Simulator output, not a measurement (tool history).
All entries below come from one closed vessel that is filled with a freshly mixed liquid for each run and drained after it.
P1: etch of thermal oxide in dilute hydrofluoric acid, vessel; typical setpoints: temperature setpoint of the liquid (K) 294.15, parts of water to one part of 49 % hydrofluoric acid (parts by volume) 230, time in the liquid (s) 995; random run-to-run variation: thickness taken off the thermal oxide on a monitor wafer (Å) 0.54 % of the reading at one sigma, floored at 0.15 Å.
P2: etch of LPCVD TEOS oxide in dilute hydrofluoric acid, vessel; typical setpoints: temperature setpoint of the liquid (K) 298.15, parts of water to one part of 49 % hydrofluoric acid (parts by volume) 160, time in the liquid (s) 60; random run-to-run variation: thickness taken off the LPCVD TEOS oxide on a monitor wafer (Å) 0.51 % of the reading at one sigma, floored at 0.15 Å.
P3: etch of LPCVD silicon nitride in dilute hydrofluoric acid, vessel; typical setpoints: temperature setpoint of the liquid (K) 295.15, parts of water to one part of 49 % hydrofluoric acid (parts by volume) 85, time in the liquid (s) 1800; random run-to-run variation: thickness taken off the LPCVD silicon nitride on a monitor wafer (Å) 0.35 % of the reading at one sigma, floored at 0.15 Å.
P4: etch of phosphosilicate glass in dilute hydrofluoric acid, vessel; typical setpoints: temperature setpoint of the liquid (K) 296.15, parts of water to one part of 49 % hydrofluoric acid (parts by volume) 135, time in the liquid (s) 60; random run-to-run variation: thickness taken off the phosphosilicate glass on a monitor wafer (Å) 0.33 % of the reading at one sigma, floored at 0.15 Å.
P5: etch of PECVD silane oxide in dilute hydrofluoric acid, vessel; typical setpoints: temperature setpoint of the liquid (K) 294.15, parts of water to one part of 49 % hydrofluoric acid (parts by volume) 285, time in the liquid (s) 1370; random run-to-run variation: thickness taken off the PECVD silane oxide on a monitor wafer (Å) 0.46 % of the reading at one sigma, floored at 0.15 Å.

run	hour	process that ran	temperature setpoint of the liquid (K)	parts of water to one part of 49 % hydrofluoric acid (parts by volume)	time in the liquid (s)	hours since the thermometer was replaced	hours since the hydrofluoric acid flow meter was replaced	thickness taken off the thermal oxide on a monitor wafer (Å)	thickness taken off the PECVD silane oxide on a monitor wafer (Å)	thickness taken off the LPCVD TEOS oxide on a monitor wafer (Å)	thickness taken off the phosphosilicate glass on a monitor wafer (Å)	thickness taken off the LPCVD silicon nitride on a monitor wafer (Å)
1	2.9	P1	294.15	230	995	434.9	500.8	155.910				
2	6.0	P1	294.15	230	995	438.0	503.9	155.270				
3	8.6	P1	290.15	400	995	440.6	506.5	65.963				
4	11.5	P5	294.15	285	265	443.5	509.4		105.93			
5	13.9	P1	294.15	230	1605	445.9	511.8	252.080				
6	17.3	P1	294.15	230	80	449.3	515.2	12.362				
7	20.5	P1	294.15	230	995	452.5	518.4	155.450				
8	23.5	P1	294.15	230	995	455.5	521.4	154.380				
9	26.7	P2	298.15	245	60	458.7	524.6			54.883		
10	29.9	P4	290.15	135	60	461.9	527.8				557.98	
11	33.1	P5	294.15	50	1370	465.1	531.0		4003.40			
12	37.2	P2	298.15	160	105	469.2	535.1			163.840		
13	40.6	P3	295.15	85	1800	472.6	538.5					87.409
14	44.7	P1	290.15	230	285	476.7	542.6	38.410				
15	47.9	P2	290.15	160	60	479.9	545.8			68.257		
16	49.9	P1	294.15	80	995	481.9	547.8	521.930				
17	52.0	P4	296.15	135	60	484.0	549.9				710.12	
18	55.1	P4	296.15	135	85	487.1	553.0				1003.50	
19	57.9	P1	290.15	230	995	489.9	555.8	132.590				
20	61.0	P4	296.15	135	60	493.0	558.9				712.50	
21	63.7	P3	295.15	50	1800	495.7	561.6					146.590
22	66.8	P1	290.65	230	1940	498.8	564.7	264.430				
23	70.8	P5	294.15	285	1370	502.8	568.7		547.47			
24	73.9	P5	290.15	285	1370	505.9	571.8		473.38			
25	77.9	P4	296.15	60	60	509.9	575.8				1740.20	
# hour 79.8: thermometer replaced
26	81.9	P2	298.15	160	60	2.1	579.8			93.346		
27	84.9	P1	294.15	345	995	5.1	582.8	92.026				
28	88.1	P1	294.15	230	995	8.3	586.0	154.440				
29	90.4	P1	294.15	230	995	10.6	588.3	154.320				
30	94.3	P3	295.15	85	3220	14.5	592.2					155.530
31	97.1	P1	298.15	230	995	17.3	595.0	178.720				
32	99.3	P3	302.15	85	1800	19.5	597.2					138.180
33	102.9	P1	294.15	230	995	23.1	600.8	153.930				
34	106.7	P1	294.15	230	995	26.9	604.6	155.240				
35	109.1	P1	294.15	230	995	29.3	607.0	157.900				
36	112.9	P1	294.15	230	995	33.1	610.8	159.570				
37	116.8	P1	294.15	230	995	37.0	614.7	162.500				
38	120.7	P1	294.15	230	995	40.9	618.6	164.440				
39	124.6	P1	294.15	230	995	44.8	622.5	165.090				
40	127.7	P1	294.15	230	995	47.9	625.6	165.010				
41	131.5	P1	294.15	230	995	51.7	629.4	164.870				
42	134.1	P1	294.15	230	995	54.3	632.0	166.550				
43	137.7	P1	294.15	230	995	57.9	635.6	164.710				

What P1 gives has crept away from where it was. These 2 causes fit the log equally well, each at the size given:
A: hydrofluoric acid flow above the setpoint (%) = 5.7
B: liquid hotter than its thermometer reads (K) = 1.82
The gradual shift began around hour 106.7.

Each of the 4 check runs below uses one wafer; its results are left as question marks. Which run tells the causes apart?
check 1	141.3	P2	298.15	160	60					?		
check 2	141.3	P4	296.15	135	60						?	
check 3	141.3	P3	295.15	85	1800							?
check 4	141.3	P5	294.15	285	1370				?			

What each check would give under each cause:
check	result	if A	if B
check 1	thickness taken off the LPCVD TEOS oxide on a monitor wafer (Å)	99.047	99.273
check 2	thickness taken off the phosphosilicate glass on a monitor wafer (Å)	757.61	762.63
check 3	thickness taken off the LPCVD silicon nitride on a monitor wafer (Å)	91.973	98.394
check 4	thickness taken off the PECVD silane oxide on a monitor wafer (Å)	590.08	587.55
Per-check spread between the two closest causes, in the result where they differ most: check 1 0.23 %; check 2 0.66 %; check 3 6.75 %; check 4 0.43 %
Check 3 distinguishes between the causes, while the remaining checks would return nearly the same result for all of them.

The results of check 3 are: thickness taken off the LPCVD silicon nitride on a monitor wafer (Å) 98.891. Based on these, which of the listed causes is it?

It is B: liquid hotter than its thermometer reads (K).
